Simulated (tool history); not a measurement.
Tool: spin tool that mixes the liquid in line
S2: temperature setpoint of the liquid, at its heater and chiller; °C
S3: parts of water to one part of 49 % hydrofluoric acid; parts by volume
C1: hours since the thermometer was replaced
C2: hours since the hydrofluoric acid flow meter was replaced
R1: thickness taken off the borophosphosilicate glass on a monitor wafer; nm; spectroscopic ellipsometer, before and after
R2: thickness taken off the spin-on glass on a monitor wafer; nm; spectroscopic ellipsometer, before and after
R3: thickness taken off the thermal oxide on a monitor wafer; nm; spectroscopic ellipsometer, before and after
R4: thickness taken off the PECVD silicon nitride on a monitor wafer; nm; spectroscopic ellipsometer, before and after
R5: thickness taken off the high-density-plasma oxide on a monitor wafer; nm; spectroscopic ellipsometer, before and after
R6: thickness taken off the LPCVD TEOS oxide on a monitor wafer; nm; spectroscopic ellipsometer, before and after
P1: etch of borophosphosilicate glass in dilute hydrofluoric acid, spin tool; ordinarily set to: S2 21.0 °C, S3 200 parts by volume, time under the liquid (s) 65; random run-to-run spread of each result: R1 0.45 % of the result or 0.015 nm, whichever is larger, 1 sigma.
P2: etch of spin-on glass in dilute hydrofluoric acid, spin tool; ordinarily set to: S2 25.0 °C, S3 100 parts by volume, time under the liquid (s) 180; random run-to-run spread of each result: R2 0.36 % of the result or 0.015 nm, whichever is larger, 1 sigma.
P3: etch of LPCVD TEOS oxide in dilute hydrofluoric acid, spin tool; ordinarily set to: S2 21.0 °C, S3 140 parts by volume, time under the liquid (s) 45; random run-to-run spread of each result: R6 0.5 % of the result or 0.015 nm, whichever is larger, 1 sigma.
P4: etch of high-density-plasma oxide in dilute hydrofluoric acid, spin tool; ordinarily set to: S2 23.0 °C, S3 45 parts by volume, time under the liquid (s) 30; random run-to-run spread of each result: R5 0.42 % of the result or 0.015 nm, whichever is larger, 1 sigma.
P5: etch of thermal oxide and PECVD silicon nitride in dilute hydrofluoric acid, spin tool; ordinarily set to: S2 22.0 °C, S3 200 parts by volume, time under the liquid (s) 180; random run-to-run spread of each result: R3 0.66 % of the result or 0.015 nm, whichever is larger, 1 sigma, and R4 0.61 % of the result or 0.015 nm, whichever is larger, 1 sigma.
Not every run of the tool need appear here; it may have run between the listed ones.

{"run": 1, "hour": 4.9, "process that ran": "P1", "S2": 21.0, "S3": 200, "time under the liquid (s)": 65, "C1": 99.2, "C2": 589.4, "R1": 12.759}
{"run": 2, "hour": 11.8, "process that ran": "P2", "S2": 25.0, "S3": 185, "time under the liquid (s)": 180, "C1": 106.1, "C2": 596.3, "R2": 24.447}
{"run": 3, "hour": 18.8, "process that ran": "P1", "S2": 21.0, "S3": 200, "time under the liquid (s)": 15, "C1": 113.1, "C2": 603.3, "R1": 2.953}
{"run": 4, "hour": 22.9, "process that ran": "P5", "S2": 17.0, "S3": 200, "time under the liquid (s)": 180, "C1": 117.2, "C2": 607.4, "R3": 2.7197, "R4": 3.1749}
{"run": 5, "hour": 28.1, "process that ran": "P5", "S2": 22.0, "S3": 295, "time under the liquid (s)": 180, "C1": 122.4, "C2": 612.6, "R3": 2.0741, "R4": 2.9687}
{"run": 6, "hour": 33.5, "process that ran": "P4", "S2": 23.0, "S3": 45, "time under the liquid (s)": 30, "C1": 127.8, "C2": 618.0, "R5": 5.7741}
{"run": 7, "hour": 40.6, "process that ran": "P4", "S2": 23.0, "S3": 45, "time under the liquid (s)": 30, "C1": 134.9, "C2": 625.1, "R5": 5.7798}
{"run": 8, "hour": 45.9, "process that ran": "P1", "S2": 21.0, "S3": 200, "time under the liquid (s)": 115, "C1": 140.2, "C2": 630.4, "R1": 22.645}
{"run": 9, "hour": 54.0, "process that ran": "P2", "S2": 25.0, "S3": 100, "time under the liquid (s)": 180, "C1": 148.3, "C2": 638.5, "R2": 49.717}
{"run": 10, "hour": 61.7, "process that ran": "P3", "S2": 21.0, "S3": 140, "time under the liquid (s)": 80, "C1": 156.0, "C2": 646.2, "R6": 27.49}
{"run": 11, "hour": 66.1, "process that ran": "P3", "S2": 21.0, "S3": 240, "time under the liquid (s)": 45, "C1": 160.4, "C2": 650.6, "R6": 8.1072}
{"run": 12, "hour": 72.7, "process that ran": "P4", "S2": 23.0, "S3": 45, "time under the liquid (s)": 55, "C1": 167.0, "C2": 657.2, "R5": 10.575}
{"run": 13, "hour": 78.3, "process that ran": "P2", "S2": 33.0, "S3": 100, "time under the liquid (s)": 180, "C1": 172.6, "C2": 662.8, "R2": 67.226}
{"run": 14, "hour": 85.6, "process that ran": "P1", "S2": 21.0, "S3": 200, "time under the liquid (s)": 65, "C1": 179.9, "C2": 670.1, "R1": 12.728}
{"run": 15, "hour": 89.7, "process that ran": "P1", "S2": 21.0, "S3": 200, "time under the liquid (s)": 65, "C1": 184.0, "C2": 674.2, "R1": 12.783}
{"run": 16, "hour": 94.2, "process that ran": "P1", "S2": 21.0, "S3": 200, "time under the liquid (s)": 65, "C1": 188.5, "C2": 678.7, "R1": 12.797}
{"run": 17, "hour": 99.0, "process that ran": "P1", "S2": 28.0, "S3": 200, "time under the liquid (s)": 15, "C1": 193.3, "C2": 683.5, "R1": 3.8348}
{"run": 18, "hour": 107.3, "process that ran": "P3", "S2": 21.0, "S3": 140, "time under the liquid (s)": 45, "C1": 201.6, "C2": 691.8, "R6": 15.473}
{"run": 19, "hour": 111.5, "process that ran": "P1", "S2": 21.0, "S3": 200, "time under the liquid (s)": 65, "C1": 205.8, "C2": 696.0, "R1": 12.764}
{"run": 20, "hour": 116.8, "process that ran": "P5", "S2": 22.0, "S3": 200, "time under the liquid (s)": 355, "C1": 211.1, "C2": 701.3, "R3": 6.5063, "R4": 8.5865}
{"run": 21, "hour": 121.5, "process that ran": "P1", "S2": 27.5, "S3": 200, "time under the liquid (s)": 65, "C1": 215.8, "C2": 706.0, "R1": 16.1}
{"run": 22, "hour": 126.7, "process that ran": "P4", "S2": 31.0, "S3": 45, "time under the liquid (s)": 30, "C1": 221.0, "C2": 711.2, "R5": 7.9881}
{"run": 23, "hour": 135.6, "process that ran": "P1", "S2": 21.0, "S3": 320, "time under the liquid (s)": 65, "C1": 229.9, "C2": 720.1, "R1": 7.1682}
{"run": 24, "hour": 139.5, "process that ran": "P5", "S2": 22.0, "S3": 200, "time under the liquid (s)": 180, "C1": 233.8, "C2": 724.0, "R3": 3.3538, "R4": 4.3269}
{"run": 25, "hour": 143.4, "process that ran": "P2", "S2": 25.0, "S3": 100, "time under the liquid (s)": 345, "C1": 237.7, "C2": 727.9, "R2": 95.579}
{"run": 26, "hour": 149.1, "process that ran": "P1", "S2": 21.0, "S3": 45, "time under the liquid (s)": 25, "C1": 243.4, "C2": 733.6, "R1": 25.674}
{"run": 27, "hour": 157.1, "process that ran": "P4", "S2": 23.0, "S3": 70, "time under the liquid (s)": 30, "C1": 251.4, "C2": 741.6, "R5": 3.575}
{"run": 28, "hour": 164.8, "process that ran": "P1", "S2": 21.0, "S3": 100, "time under the liquid (s)": 65, "C1": 259.1, "C2": 749.3, "R1": 28.362}
{"run": 29, "hour": 170.8, "process that ran": "P1", "S2": 17.0, "S3": 200, "time under the liquid (s)": 65, "C1": 265.1, "C2": 755.3, "R1": 10.989}
{"run": 30, "hour": 176.5, "process that ran": "P3", "S2": 25.0, "S3": 140, "time under the liquid (s)": 45, "C1": 270.8, "C2": 761.0, "R6": 18.045}
{"run": 31, "hour": 183.1, "process that ran": "P1", "S2": 21.0, "S3": 200, "time under the liquid (s)": 65, "C1": 277.4, "C2": 767.6, "R1": 12.817}
{"run": 32, "hour": 187.0, "process that ran": "P1", "S2": 21.0, "S3": 200, "time under the liquid (s)": 65, "C1": 281.3, "C2": 771.5, "R1": 12.55}
{"run": 33, "hour": 194.9, "process that ran": "P1", "S2": 21.0, "S3": 200, "time under the liquid (s)": 65, "C1": 289.2, "C2": 779.4, "R1": 12.338}
{"run": 34, "hour": 201.3, "process that ran": "P1", "S2": 21.0, "S3": 200, "time under the liquid (s)": 65, "C1": 295.6, "C2": 785.8, "R1": 12.277}
{"run": 35, "hour": 205.9, "process that ran": "P1", "S2": 21.0, "S3": 200, "time under the liquid (s)": 65, "C1": 300.2, "C2": 790.4, "R1": 12.139}
{"run": 36, "hour": 214.1, "process that ran": "P1", "S2": 21.0, "S3": 200, "time under the liquid (s)": 65, "C1": 308.4, "C2": 798.6, "R1": 11.996}
{"run": 37, "hour": 222.2, "process that ran": "P1", "S2": 21.0, "S3": 200, "time under the liquid (s)": 65, "C1": 316.5, "C2": 806.7, "R1": 12.221}
{"run": 38, "hour": 229.3, "process that ran": "P1", "S2": 21.0, "S3": 200, "time under the liquid (s)": 65, "C1": 323.6, "C2": 813.8, "R1": 12.026}
{"run": 39, "hour": 237.9, "process that ran": "P1", "S2": 21.0, "S3": 200, "time under the liquid (s)": 65, "C1": 332.2, "C2": 822.4, "R1": 12.081}
{"run": 40, "hour": 242.0, "process that ran": "P1", "S2": 21.0, "S3": 200, "time under the liquid (s)": 65, "C1": 336.3, "C2": 826.5, "R1": 11.976}
{"run": 41, "hour": 247.5, "process that ran": "P1", "S2": 21.0, "S3": 200, "time under the liquid (s)": 65, "C1": 341.8, "C2": 832.0, "R1": 12.045}

What P1 gives has crept off from where it sat before. The 2 causes that follow fit the log equally well, each at the size noted:
A: hydrofluoric acid flow below the setpoint (%) = 4.81
B: liquid colder than its thermometer reads (K) = 1.55
The drift started at roughly hour 183.1.

4 check runs are offered, one wafer each, their results left as question marks. Which one tells the causes apart?
{"run": "check 1", "hour": 253.0, "process that ran": "P5", "S2": 17.5, "S3": 200, "time under the liquid (s)": 320, "R3": "?", "R4": "?"}
{"run": "check 2", "hour": 253.0, "process that ran": "P4", "S2": 29.5, "S3": 65, "time under the liquid (s)": 30, "R5": "?"}
{"run": "check 3", "hour": 253.0, "process that ran": "P3", "S2": 21.0, "S3": 140, "time under the liquid (s)": 75, "R6": "?"}
{"run": "check 4", "hour": 253.0, "process that ran": "P2", "S2": 33.0, "S3": 175, "time under the liquid (s)": 180, "R2": "?"}

Check results expected under each cause:
check=check_1 result=R3 if_A=4.6730 if_B=4.6572
check=check_1 result=R4 if_A=5.4787 if_B=5.1726
check=check_2 result=R5 if_A=4.7840 if_B=4.7529
check=check_3 result=R6 if_A=24.3380 if_B=24.2150
check=check_4 result=R2 if_A=32.609 if_B=32.865
Minimum pairwise separation of causes per check, each pair taken at its best-separating result: check 1 5.75 %; check 2 0.65 %; check 3 0.51 %; check 4 0.78 %
Check 1 tells the causes apart: in the others they would give nearly the same result.

Check 1 was then run and gave: R3 4.6425 nm; R4 5.1097 nm. Which cause is it?

B is the cause: liquid colder than its thermometer reads (K).
